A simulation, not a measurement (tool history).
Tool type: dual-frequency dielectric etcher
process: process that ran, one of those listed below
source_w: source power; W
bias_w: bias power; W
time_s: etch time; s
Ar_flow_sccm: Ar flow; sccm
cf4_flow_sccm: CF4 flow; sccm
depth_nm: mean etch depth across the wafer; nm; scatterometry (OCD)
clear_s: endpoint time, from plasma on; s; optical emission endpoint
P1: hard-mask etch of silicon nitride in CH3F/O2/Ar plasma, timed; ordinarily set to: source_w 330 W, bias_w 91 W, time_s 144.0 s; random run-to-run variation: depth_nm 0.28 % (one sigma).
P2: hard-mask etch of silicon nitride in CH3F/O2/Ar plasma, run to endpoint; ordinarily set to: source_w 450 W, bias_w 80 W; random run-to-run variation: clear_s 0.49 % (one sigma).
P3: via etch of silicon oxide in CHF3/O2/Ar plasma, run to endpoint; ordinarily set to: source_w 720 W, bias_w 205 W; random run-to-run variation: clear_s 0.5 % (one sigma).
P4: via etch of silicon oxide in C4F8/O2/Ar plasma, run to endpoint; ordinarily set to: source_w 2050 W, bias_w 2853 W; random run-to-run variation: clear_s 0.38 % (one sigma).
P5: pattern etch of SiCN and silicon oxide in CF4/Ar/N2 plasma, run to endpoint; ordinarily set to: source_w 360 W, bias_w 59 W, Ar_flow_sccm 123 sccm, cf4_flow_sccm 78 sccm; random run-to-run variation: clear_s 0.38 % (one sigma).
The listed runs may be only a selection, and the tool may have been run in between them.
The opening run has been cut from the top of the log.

run   hour  process  source_w  bias_w  time_s  Ar_flow_sccm  cf4_flow_sccm  hours since the last wet clean  hours since the last source power generator calibration  hours since the last bias power generator calibration  depth_nm  clear_s
  2   19.8       P3       870     205                                                                135.3                                                    736.6                                                 1272.9            215.240
  3   32.6       P2       450      80                                                                148.1                                                    749.4                                                 1285.7             63.372
  4   45.8       P2       450     108                                                                161.3                                                    762.6                                                 1298.9             56.126
  5   56.0       P1       330      91   144.0                                                        171.5                                                    772.8                                                 1309.1    97.968
  6   69.6       P1       330      91   144.0                                                        185.1                                                    786.4                                                 1322.7    98.217
  7   79.2       P3       720     205                                                                194.7                                                    796.0                                                 1332.3            232.040
  8   92.0       P1       330      91   144.0                                                        207.5                                                    808.8                                                 1345.1    98.670
  9  106.9       P4      2050    2853                                                                222.4                                                    823.7                                                 1360.0            262.400
 10  120.0       P5       360      42                   123             78                           235.5                                                    836.8                                                 1373.1             26.778
 11  135.2       P1       330     124   176.0                                                        250.7                                                    852.0                                                 1388.3   134.950
 12  144.6       P5       360      59                   123             62                           260.1                                                    861.4                                                 1397.7             24.881
 13  154.3       P1       220     121   144.0                                                        269.8                                                    871.1                                                 1407.4    94.902
 14  166.9       P1       330      66    81.5                                                        282.4                                                    883.7                                                 1420.0    49.859
 15  177.7       P2       340      80                                                                293.2                                                    894.5                                                 1430.8             70.103
 16  189.2       P1       330      91   144.0                                                        304.7                                                    906.0                                                 1442.3    98.611
 17  203.9       P1       330      91    83.5                                                        319.4                                                    920.7                                                 1457.0    57.375
 18  218.1       P1       270      91   144.0                                                        333.6                                                    934.9                                                 1471.2    91.344
     223.7  -- bias power generator calibrated
 19  228.2       P2       450      80                                                                343.7                                                    945.0                                                    4.6             62.653
 20  237.8       P1       420      91   144.0                                                        353.3                                                    954.6                                                   14.2   107.860
 21  245.7       P3       720     125                                                                361.2                                                    962.5                                                   22.1            270.850
 22  257.8       P5       360      59                   123             78                           373.3                                                    974.6                                                   34.2             23.990
 23  265.2       P4      2050    2853                                                                380.7                                                    982.0                                                   41.6            264.090
 24  275.2       P4      2710    2853                                                                390.7                                                    992.0                                                   51.6            235.420
 25  287.1       P5       360      59                    71             78                           402.6                                                   1003.9                                                   63.5             22.178

Run 26, settings as shown, results not yet in. Your forecast:
 26  295.5       P1       330      91   206.0                                                        411.0                                                   1012.3                                                   71.9         ?

{"run 26": {"depth_nm": 141.47}}
